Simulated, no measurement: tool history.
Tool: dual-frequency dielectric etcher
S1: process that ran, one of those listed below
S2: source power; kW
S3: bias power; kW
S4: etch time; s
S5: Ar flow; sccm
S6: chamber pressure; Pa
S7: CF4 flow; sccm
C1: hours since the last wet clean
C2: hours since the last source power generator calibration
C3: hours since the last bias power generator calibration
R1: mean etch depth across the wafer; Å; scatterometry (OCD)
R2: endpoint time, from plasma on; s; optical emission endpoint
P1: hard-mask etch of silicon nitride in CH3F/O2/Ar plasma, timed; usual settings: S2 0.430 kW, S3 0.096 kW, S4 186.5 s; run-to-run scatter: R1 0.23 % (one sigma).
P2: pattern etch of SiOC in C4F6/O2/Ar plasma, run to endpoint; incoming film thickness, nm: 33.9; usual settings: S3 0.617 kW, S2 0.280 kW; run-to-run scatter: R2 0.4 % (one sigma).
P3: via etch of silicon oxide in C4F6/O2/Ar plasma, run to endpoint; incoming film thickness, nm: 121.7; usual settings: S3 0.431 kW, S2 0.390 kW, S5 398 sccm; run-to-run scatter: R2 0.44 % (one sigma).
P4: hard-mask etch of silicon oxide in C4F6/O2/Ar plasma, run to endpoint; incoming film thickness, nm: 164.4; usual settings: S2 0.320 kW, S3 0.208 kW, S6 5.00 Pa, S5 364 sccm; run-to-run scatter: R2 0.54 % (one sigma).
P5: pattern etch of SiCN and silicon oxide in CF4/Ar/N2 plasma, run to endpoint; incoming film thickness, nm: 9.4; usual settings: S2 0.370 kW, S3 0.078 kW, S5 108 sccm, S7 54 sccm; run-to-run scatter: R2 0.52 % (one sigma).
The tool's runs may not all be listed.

run   hour  S1     S2     S3     S4   S5    S6  S7     C1      C2     C3       R1      R2
  1    8.0  P1  0.430  0.096  186.5                 337.7  1809.5  559.3  1456.40
  2   14.7  P1  0.430  0.096  247.5                 344.4  1816.2  566.0  1946.50
  3   24.0  P1  0.430  0.096  186.5                 353.7  1825.5  575.3  1462.00
  4   32.8  P3  0.390  0.431         308            362.5  1834.3  584.1           29.194
  5   38.7  P4  0.320  0.208         288  5.00      368.4  1840.2  590.0           54.627
  6   45.6  P4  0.320  0.208         364  4.00      375.3  1847.1  596.9           54.548
  7   51.3  P3  0.270  0.431         398            381.0  1852.8  602.6           34.654
  8   61.6  P4  0.210  0.208         364  5.00      391.3  1863.1  612.9           65.791
  9   67.1  P1  0.430  0.096  112.5                 396.8  1868.6  618.4   881.46
 10   78.4  P2  0.280  0.409                        408.1  1879.9  629.7           14.207
 11   88.8  P3  0.390  0.431         398            418.5  1890.3  640.1           29.930
 12   96.1  P1  0.430  0.096  186.5                 425.8  1897.6  647.4  1462.20
 13  102.4  P4  0.320  0.208         364  5.00      432.1  1903.9  653.7           56.006
 14  110.7  P5  0.260  0.078         108        54  440.4  1912.2  662.0           18.697
 15  120.3  P4  0.320  0.258         364  5.00      450.0  1921.8  671.6           51.918
 16  131.7  P1  0.430  0.096  186.5                 461.4  1933.2  683.0  1462.30
 17  142.8  P1  0.430  0.096  186.5                 472.5  1944.3  694.1  1458.30
 18  148.1  P2  0.200  0.617                        477.8  1949.6  699.4           13.715
 19  158.2  P1  0.430  0.096  186.5                 487.9  1959.7  709.5  1460.60
 20  168.8  P1  0.430  0.057  186.5                 498.5  1970.3  720.1  1224.70
 21  173.9  P1  0.430  0.130  186.5                 503.6  1975.4  725.2  1642.60
     179.3  -- bias power generator calibrated
 22  182.3  P2  0.280  0.617                        512.0  1983.8    3.0           12.192
 23  192.3  P5  0.370  0.078          85        54  522.0  1993.8   13.0           13.018
 24  203.8  P1  0.610  0.096  186.5                 533.5  2005.3   24.5  1667.20
 25  210.6  P1  0.280  0.096  131.5                 540.3  2012.1   31.3   873.14
 26  222.1  P4  0.320  0.208         364  5.00      551.8  2023.6   42.8           55.726
 27  231.1  P3  0.390  0.253         398            560.8  2032.6   51.8           36.251
 28  239.5  P5  0.370  0.056         108        54  569.2  2041.0   60.2           15.356
     244.8  -- source power generator calibrated
 29  248.0  P5  0.370  0.078         108        54  577.7     3.3   68.7           13.596
 30  258.7  P1  0.340  0.096  186.5                 588.4    14.0   79.4  1339.20
 31  264.5  P5  0.370  0.078         108        54  594.2    19.8   85.2           13.593
 32  275.6  P5  0.370  0.078         108        33  605.3    30.9   96.3           14.663
 33  281.4  P1  0.430  0.096  186.5                 611.1    36.7  102.1  1463.00
 34  292.4  P1  0.430  0.096  186.5                 622.1    47.7  113.1  1463.10
 35  300.8  P1  0.430  0.096  186.5                 630.5    56.1  121.5  1474.50
 36  312.4  P1  0.430  0.096  186.5                 642.1    67.7  133.1  1477.40
 37  322.3  P1  0.430  0.096  186.5                 652.0    77.6  143.0  1482.60
     326.9  -- wet clean of the chamber
 38  332.4  P1  0.430  0.096  186.5                   5.6    87.7  153.1  1482.40
 39  340.4  P1  0.430  0.096  186.5                  13.6    95.7  161.1  1484.10
 40  351.4  P1  0.430  0.096  186.5                  24.6   106.7  172.1  1482.10
 41  362.5  P1  0.430  0.096  186.5                  35.7   117.8  183.2  1481.40
 42  370.0  P1  0.430  0.096  186.5                  43.2   125.3  190.7  1485.10
 43  380.9  P1  0.430  0.096  186.5                  54.1   136.2  201.6  1482.70
 44  390.6  P1  0.430  0.096  186.5                  63.8   145.9  211.3  1483.10

What P1 gives has crept away from where it was. These 2 causes fit the log equally well, each at the size given:
A: bias power that arrives over what is set, % = 4.86
B: source power that arrives over what is set, % = 4.74
The creep began at about hour 292.4.
Why every other cause is out:
chamber walls in a state that raises the etch rate, %: serviced at hour 326.9, which brought nothing back

4 check runs are offered, each on 3 wafers whose results are averaged, their results left as question marks. Which one tells the causes apart?
check 1  400.3  P5  0.370  0.078      108        54                   ?
check 2  400.3  P3  0.390  0.431      398                             ?
check 3  400.3  P4  0.320  0.208      364  5.00                       ?
check 4  400.3  P2  0.280  0.617                                      ?

What each check would give under each cause:
  check  result    if A    if B
check 1      R2  13.373  13.069
check 2      R2  29.684  29.691
check 3      R2  55.057  54.945
check 4      R2  11.948  11.969
How far apart the two closest causes lie, in the result that separates them most: check 1 2.3 %; check 2 0.02 %; check 3 0.2 %; check 4 0.17 %
Only check 1 tells the causes apart: in the others they would give nearly the same result.

Then check 1 was run and gave: R2 13.427 s. Which cause is it?

It is A: bias power that arrives over what is set, %.

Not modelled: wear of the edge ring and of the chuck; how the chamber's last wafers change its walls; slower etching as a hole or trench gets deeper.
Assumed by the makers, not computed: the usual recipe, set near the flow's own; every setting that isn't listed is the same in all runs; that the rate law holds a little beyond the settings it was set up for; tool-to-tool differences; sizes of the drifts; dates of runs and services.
